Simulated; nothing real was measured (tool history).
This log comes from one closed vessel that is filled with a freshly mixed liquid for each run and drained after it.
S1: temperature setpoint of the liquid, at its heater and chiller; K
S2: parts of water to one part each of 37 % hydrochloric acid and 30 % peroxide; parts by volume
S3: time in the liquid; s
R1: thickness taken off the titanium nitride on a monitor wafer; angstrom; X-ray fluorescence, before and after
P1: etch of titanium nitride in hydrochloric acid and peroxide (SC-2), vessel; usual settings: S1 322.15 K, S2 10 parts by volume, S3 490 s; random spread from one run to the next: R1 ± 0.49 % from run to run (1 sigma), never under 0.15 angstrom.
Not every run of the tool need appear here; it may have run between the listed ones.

run	hour	S1	S2	S3	R1
1	6.3	322.15	10	490	91.973
2	11.2	322.15	10	490	91.435
3	18.1	308.15	10	490	34.246
4	23.3	322.15	10	490	91.296
5	27.5	308.15	10	255	18.119
6	31.2	322.15	10	30	5.224
7	36.1	312.15	17	490	29.191
8	40	322.15	17.5	490	55.849
# hour 43.2: thermometer replaced
9	44.8	322.15	10	490	90.98
10	48.6	322.15	4	490	183.65
11	55.5	322.15	10	490	91.3
12	59.3	322.15	6.5	235	62.197
13	63.1	332.15	10	490	175.59
14	67.2	322.15	10	960	179.96
15	72.7	322.15	10	490	92.075
16	80.3	322.15	10	490	91.462
17	88.1	322.15	10	490	94.294
18	95.7	322.15	10	490	97.2
19	103	322.15	10	490	98.524
20	107	322.15	10	490	98.42
21	112.4	322.15	10	490	99.458
22	120.6	322.15	10	490	99.623
23	125.5	322.15	10	490	98.603
24	132.1	322.15	10	490	99.282

P1 no longer gives what it gave before; its output has crept away from where it was. The following 2 causes, each at its listed size, fit the log equally well:
A: liquid hotter than its thermometer reads (K) = 1.22
B: chemicals flow above the setpoint (%) = 10.3
At approximately hour 80.3, the process output began to creep.
All other causes, with the reason each is excluded:
peroxide weaker than its label (%): at most 8, which would move R1 by -7.4 %: too little, or the wrong way

Of the 4 check runs below, each run on 3 wafers with the results averaged and each result still a question mark, which one would tell the listed causes apart?
check 1	138.7	322.15	14	950	?
check 2	138.7	322.15	15.5	30	?
check 3	138.7	329.65	10	30	?
check 4	138.7	309.65	4.5	490	?

Check results expected under each cause:
check	result	if A	if B
check 1	R1	144.57	145.1
check 2	R1	4.174	4.1939
check 3	R1	9.9168	9.9481
check 4	R1	77.222	75.584
Minimum pairwise separation of causes per check, each pair taken at its best-separating result: check 1 0.37 %; check 2 0.48 %; check 3 0.31 %; check 4 2.14 %
The causes can be told apart only by check 4. The other checks would give nearly the same results under each of them.

Here is what check 4 returned: R1 75.476 angstrom. Which cause is it?

It was cause B: chemicals flow above the setpoint (%).
